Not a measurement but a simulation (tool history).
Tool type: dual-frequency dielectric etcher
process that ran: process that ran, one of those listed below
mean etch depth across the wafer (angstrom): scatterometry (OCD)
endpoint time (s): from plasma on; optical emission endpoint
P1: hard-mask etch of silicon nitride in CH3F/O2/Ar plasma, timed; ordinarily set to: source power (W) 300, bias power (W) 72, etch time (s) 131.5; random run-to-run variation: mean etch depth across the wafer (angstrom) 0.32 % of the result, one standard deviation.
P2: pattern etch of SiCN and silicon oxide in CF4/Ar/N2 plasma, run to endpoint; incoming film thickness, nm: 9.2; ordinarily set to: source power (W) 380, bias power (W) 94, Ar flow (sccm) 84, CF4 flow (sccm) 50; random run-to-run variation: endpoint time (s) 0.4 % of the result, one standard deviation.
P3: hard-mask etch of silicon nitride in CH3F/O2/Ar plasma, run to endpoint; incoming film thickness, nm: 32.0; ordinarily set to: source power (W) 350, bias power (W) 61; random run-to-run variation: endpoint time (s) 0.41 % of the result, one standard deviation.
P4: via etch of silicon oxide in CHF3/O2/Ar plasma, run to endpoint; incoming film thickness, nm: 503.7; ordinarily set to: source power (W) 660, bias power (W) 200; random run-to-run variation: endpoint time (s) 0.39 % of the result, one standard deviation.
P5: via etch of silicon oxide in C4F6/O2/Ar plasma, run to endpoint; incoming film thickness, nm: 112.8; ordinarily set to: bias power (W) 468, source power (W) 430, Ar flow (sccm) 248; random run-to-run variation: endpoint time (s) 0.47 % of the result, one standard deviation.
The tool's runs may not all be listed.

run,hour,process that ran,source power (W),bias power (W),etch time (s),Ar flow (sccm),CF4 flow (sccm),hours since the last wet clean,hours since the last source power generator calibration,hours since the last bias power generator calibration,mean etch depth across the wafer (angstrom),endpoint time (s)
1,5.9,P1,300,72,131.5,,,78.4,1401.6,1812.7,805.7,
2,11.9,P2,380,94,,84,50,84.4,1407.6,1818.7,,11.582
3,21.9,P1,180,72,165,,,94.4,1417.6,1828.7,838.77,
4,29.8,P4,920,200,,,,102.3,1425.5,1836.6,,209.1
5,40.8,P2,380,94,,84,50,113.3,1436.5,1847.6,,11.512
6,49,P1,300,43,131.5,,,121.5,1444.7,1855.8,683.45,
7,58.8,P2,380,94,,84,70,131.3,1454.5,1865.6,,11.079
8,67.5,P1,430,72,131.5,,,140,1463.2,1874.3,926.26,
9,78.9,P1,300,72,131.5,,,151.4,1474.6,1885.7,807.32,
10,87.3,P4,660,200,,,,159.8,1483,1894.1,,237.02
11,98.8,P2,380,94,,62,50,171.3,1494.5,1905.6,,11.081
12,110,P4,660,141,,,,182.5,1505.7,1916.8,,267.68
13,120.9,P1,300,72,191,,,193.4,1516.6,1927.7,1177.5,
14,129.5,P1,300,91,131.5,,,202,1525.2,1936.3,876.26,
15,134.9,P3,350,61,,,,207.4,1530.6,1941.7,,51.102
16,146.4,P5,430,468,,248,,218.9,1542.1,1953.2,,24.72
17,155.1,P3,350,61,,,,227.6,1550.8,1961.9,,51.135
18,161.9,P1,190,72,131.5,,,234.4,1557.6,1968.7,684.45,
19,168,P1,300,72,94,,,240.5,1563.7,1974.8,576.44,
20,177.8,P5,430,576,,248,,250.3,1573.5,1984.6,,23.102
21,184.8,P2,250,94,,84,50,257.3,1580.5,1991.6,,16.681
22,195.7,P2,380,124,,84,50,268.2,1591.4,2002.5,,10.529
23,206.9,P1,300,72,131.5,,,279.4,1602.6,2013.7,804.5,
24,215.4,P5,290,468,,248,,287.9,1611.1,2022.2,,28.53
25,225,P1,300,72,131.5,,,297.5,1620.7,2031.8,806.66,
26,230.6,P3,350,85,,,,303.1,1626.3,2037.4,,45.635
27,239.1,P3,220,61,,,,311.6,1634.8,2045.9,,61.191
28,249,P5,430,468,,328,,321.5,1644.7,2055.8,,25.757
29,257.2,P1,300,72,131.5,,,329.7,1652.9,2064,807.69,
30,266.4,P1,300,72,131.5,,,338.9,1662.1,2073.2,812.95,
31,276.6,P1,300,72,131.5,,,349.1,1672.3,2083.4,819.45,
32,282.7,P1,300,72,131.5,,,355.2,1678.4,2089.5,821.16,
33,288.3,P1,300,72,131.5,,,360.8,1684,2095.1,816.03,
34,297.4,P1,300,72,131.5,,,369.9,1693.1,2104.2,820.64,
35,302.8,P1,300,72,131.5,,,375.3,1698.5,2109.6,816.1,
# hour 304: wet clean of the chamber
36,313,P1,300,72,131.5,,,9.1,1708.7,2119.8,820.48,
37,320.4,P1,300,72,131.5,,,16.5,1716.1,2127.2,821.59,
38,332.6,P1,300,72,131.5,,,28.7,1728.3,2139.4,827.26,
39,343.2,P1,300,72,131.5,,,39.3,1738.9,2150,820.35,
40,349.1,P1,300,72,131.5,,,45.2,1744.8,2155.9,823.38,

Something has made what P1 gives creep away from where it was; the 2 causes below, each at its own stated size, fit the log equally well:
A: bias power that arrives over what is set, % = 4.66
B: source power that arrives over what is set, % = 4.35
The drift started at roughly hour 257.2.
What rules out each remaining cause:
chamber walls in a state that raises the etch rate, %: work on it at hour 304, done after the drift set in, did not restore what the process gave before

The list below offers 4 check runs, each averaging the results of 2 wafers, and shows each result as a question mark. For which of them would the listed causes give clearly different results?
check 1,355,P3,240,77,,,,,,,,?
check 2,355,P5,290,468,,248,,,,,,?
check 3,355,P2,380,94,,64,50,,,,,?
check 4,355,P4,830,165,,,,,,,,?

What every check run would give for each of its results, assuming each possible cause in turn:
check,result,if A,if B
check 1,endpoint time (s),53.444,53.475
check 2,endpoint time (s),28.215,28.258
check 3,endpoint time (s),10.987,10.757
check 4,endpoint time (s),228.61,228.21
How far apart the two closest causes lie, in the result that separates them most: check 1 0.06 %; check 2 0.15 %; check 3 2.11 %; check 4 0.17 %
Of the check runs offered, only check 3 discriminates between the causes; the rest would read about the same regardless of which cause applies.

Then check 3 was run and gave: endpoint time (s) 11.026. Which cause is it?

The cause is A: bias power that arrives over what is set, %.
